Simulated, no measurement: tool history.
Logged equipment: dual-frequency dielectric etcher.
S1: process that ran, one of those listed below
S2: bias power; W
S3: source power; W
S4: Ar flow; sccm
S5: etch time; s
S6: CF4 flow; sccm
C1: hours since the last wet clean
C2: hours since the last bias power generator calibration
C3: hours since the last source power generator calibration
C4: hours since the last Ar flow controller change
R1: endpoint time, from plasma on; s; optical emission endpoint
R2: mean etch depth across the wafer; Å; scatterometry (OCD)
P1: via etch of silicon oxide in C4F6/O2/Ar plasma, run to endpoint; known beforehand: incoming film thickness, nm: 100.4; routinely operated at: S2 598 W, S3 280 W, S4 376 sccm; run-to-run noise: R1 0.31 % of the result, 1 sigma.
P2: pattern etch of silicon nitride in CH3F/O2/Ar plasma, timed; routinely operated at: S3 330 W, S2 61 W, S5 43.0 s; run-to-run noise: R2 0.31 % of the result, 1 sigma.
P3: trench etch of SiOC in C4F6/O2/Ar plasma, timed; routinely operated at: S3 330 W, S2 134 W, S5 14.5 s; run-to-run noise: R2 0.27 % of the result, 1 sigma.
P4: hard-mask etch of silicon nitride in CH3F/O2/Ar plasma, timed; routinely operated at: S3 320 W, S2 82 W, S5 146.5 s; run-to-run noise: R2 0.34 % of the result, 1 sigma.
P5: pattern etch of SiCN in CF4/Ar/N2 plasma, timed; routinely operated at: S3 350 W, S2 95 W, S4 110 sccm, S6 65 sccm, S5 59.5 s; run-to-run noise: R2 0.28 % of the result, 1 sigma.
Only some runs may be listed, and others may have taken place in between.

run 1 hour=12.5 | S1=P1 S2=598 S3=280 S4=376 | C1=244.4 C2=1173.6 C3=3772.8 C4=1190.4 | R1=23.686
run 2 hour=26.4 | S1=P1 S2=348 S3=280 S4=376 | C1=258.3 C2=1187.5 C3=3786.7 C4=1204.3 | R1=28.957
run 3 hour=43.6 | S1=P1 S2=598 S3=280 S4=253 | C1=275.5 C2=1204.7 C3=3803.9 C4=1221.5 | R1=22.685
run 4 hour=57.2 | S1=P1 S2=598 S3=280 S4=376 | C1=289.1 C2=1218.3 C3=3817.5 C4=1235.1 | R1=23.557
-- hour=69.1 wet clean of the chamber
run 5 hour=71.2 | S1=P1 S2=598 S3=280 S4=376 | C1=2.1 C2=1232.3 C3=3831.5 C4=1249.1 | R1=23.534
run 6 hour=89.4 | S1=P1 S2=598 S3=180 S4=376 | C1=20.3 C2=1250.5 C3=3849.7 C4=1267.3 | R1=27.653
run 7 hour=107.3 | S1=P4 S2=82 S3=320 S5=110.5 | C1=38.2 C2=1268.4 C3=3867.6 C4=1285.2 | R2=732.89
run 8 hour=116.7 | S1=P5 S2=95 S3=350 S4=110 S5=59.5 S6=65 | C1=47.6 C2=1277.8 C3=3877.0 C4=1294.6 | R2=463.46
run 9 hour=129.1 | S1=P5 S2=127 S3=350 S4=110 S5=59.5 S6=65 | C1=60.0 C2=1290.2 C3=3889.4 C4=1307.0 | R2=516.28
run 10 hour=140.3 | S1=P2 S2=37 S3=330 S5=43.0 | C1=71.2 C2=1301.4 C3=3900.6 C4=1318.2 | R2=226.50
run 11 hour=159.5 | S1=P3 S2=134 S3=330 S5=14.5 | C1=90.4 C2=1320.6 C3=3919.8 C4=1337.4 | R2=263.49
run 12 hour=171.2 | S1=P1 S2=498 S3=280 S4=441 | C1=102.1 C2=1332.3 C3=3931.5 C4=1349.1 | R1=25.744
run 13 hour=182.6 | S1=P3 S2=134 S3=330 S5=14.5 | C1=113.5 C2=1343.7 C3=3942.9 C4=1360.5 | R2=262.56
run 14 hour=195.0 | S1=P2 S2=61 S3=330 S5=53.0 | C1=125.9 C2=1356.1 C3=3955.3 C4=1372.9 | R2=328.69
run 15 hour=205.6 | S1=P1 S2=598 S3=370 S4=376 | C1=136.5 C2=1366.7 C3=3965.9 C4=1383.5 | R1=21.254
run 16 hour=221.3 | S1=P5 S2=95 S3=350 S4=110 S5=59.5 S6=65 | C1=152.2 C2=1382.4 C3=3981.6 C4=1399.2 | R2=463.70
run 17 hour=238.8 | S1=P1 S2=598 S3=280 S4=482 | C1=169.7 C2=1399.9 C3=3999.1 C4=1416.7 | R1=24.354
run 18 hour=253.5 | S1=P2 S2=61 S3=330 S5=43.0 | C1=184.4 C2=1414.6 C3=4013.8 C4=1431.4 | R2=266.21
run 19 hour=267.6 | S1=P3 S2=183 S3=330 S5=14.5 | C1=198.5 C2=1428.7 C3=4027.9 C4=1445.5 | R2=289.77
run 20 hour=281.4 | S1=P5 S2=95 S3=350 S4=88 S5=59.5 S6=65 | C1=212.3 C2=1442.5 C3=4041.7 C4=1459.3 | R2=480.17
run 21 hour=292.1 | S1=P1 S2=747 S3=280 S4=376 | C1=223.0 C2=1453.2 C3=4052.4 C4=1470.0 | R1=21.569
run 22 hour=305.9 | S1=P4 S2=82 S3=320 S5=146.5 | C1=236.8 C2=1467.0 C3=4066.2 C4=1483.8 | R2=968.18
run 23 hour=315.9 | S1=P2 S2=61 S3=450 S5=43.0 | C1=246.8 C2=1477.0 C3=4076.2 C4=1493.8 | R2=300.06
run 24 hour=325.7 | S1=P5 S2=95 S3=350 S4=110 S5=59.5 S6=51 | C1=256.6 C2=1486.8 C3=4086.0 C4=1503.6 | R2=450.89
run 25 hour=340.0 | S1=P5 S2=95 S3=350 S4=110 S5=38.0 S6=65 | C1=270.9 C2=1501.1 C3=4100.3 C4=1517.9 | R2=297.32
run 26 hour=350.7 | S1=P5 S2=95 S3=480 S4=110 S5=59.5 S6=65 | C1=281.6 C2=1511.8 C3=4111.0 C4=1528.6 | R2=610.11
run 27 hour=366.9 | S1=P3 S2=134 S3=330 S5=9.0 | C1=297.8 C2=1528.0 C3=4127.2 C4=1544.8 | R2=162.90
-- hour=369.9 source power generator calibrated
run 28 hour=385.3 | S1=P1 S2=598 S3=280 S4=376 | C1=316.2 C2=1546.4 C3=15.5 C4=1563.2 | R1=23.708
run 29 hour=402.4 | S1=P1 S2=380 S3=330 S4=376 | C1=333.3 C2=1563.5 C3=32.6 C4=1580.3 | R1=26.433
run 30 hour=416.4 | S1=P4 S2=111 S3=320 S5=146.5 | C1=347.3 C2=1577.5 C3=46.6 C4=1594.3 | R2=1082.20
run 31 hour=434.1 | S1=P3 S2=134 S3=400 S5=14.5 | C1=365.0 C2=1595.2 C3=64.3 C4=1612.0 | R2=284.18
run 32 hour=446.2 | S1=P4 S2=82 S3=320 S5=146.5 | C1=377.1 C2=1607.3 C3=76.4 C4=1624.1 | R2=963.73
run 33 hour=464.7 | S1=P4 S2=82 S3=430 S5=146.5 | C1=395.6 C2=1625.8 C3=94.9 C4=1642.6 | R2=1082.90
run 34 hour=476.3 | S1=P1 S2=598 S3=280 S4=376 | C1=407.2 C2=1637.4 C3=106.5 C4=1654.2 | R1=23.526
run 35 hour=494.1 | S1=P1 S2=598 S3=280 S4=376 | C1=425.0 C2=1655.2 C3=124.3 C4=1672.0 | R1=23.472
run 36 hour=511.4 | S1=P1 S2=598 S3=280 S4=376 | C1=442.3 C2=1672.5 C3=141.6 C4=1689.3 | R1=23.418
run 37 hour=530.2 | S1=P1 S2=598 S3=280 S4=376 | C1=461.1 C2=1691.3 C3=160.4 C4=1708.1 | R1=23.326
run 38 hour=541.9 | S1=P1 S2=598 S3=280 S4=376 | C1=472.8 C2=1703.0 C3=172.1 C4=1719.8 | R1=23.380
-- hour=546.9 Ar flow controller replaced
run 39 hour=551.4 | S1=P1 S2=598 S3=280 S4=376 | C1=482.3 C2=1712.5 C3=181.6 C4=4.6 | R1=23.246
-- hour=555.2 wet clean of the chamber
run 40 hour=568.6 | S1=P1 S2=598 S3=280 S4=376 | C1=13.5 C2=1729.7 C3=198.8 C4=21.8 | R1=23.293
run 41 hour=581.7 | S1=P1 S2=598 S3=280 S4=376 | C1=26.6 C2=1742.8 C3=211.9 C4=34.9 | R1=23.304

Predict the results of run 42:
run 42 hour=591.1 | S1=P1 S2=598 S3=280 S4=376 | C1=36.0 C2=1752.2 C3=221.3 C4=44.3 | R1=?

R1: 23.227 s
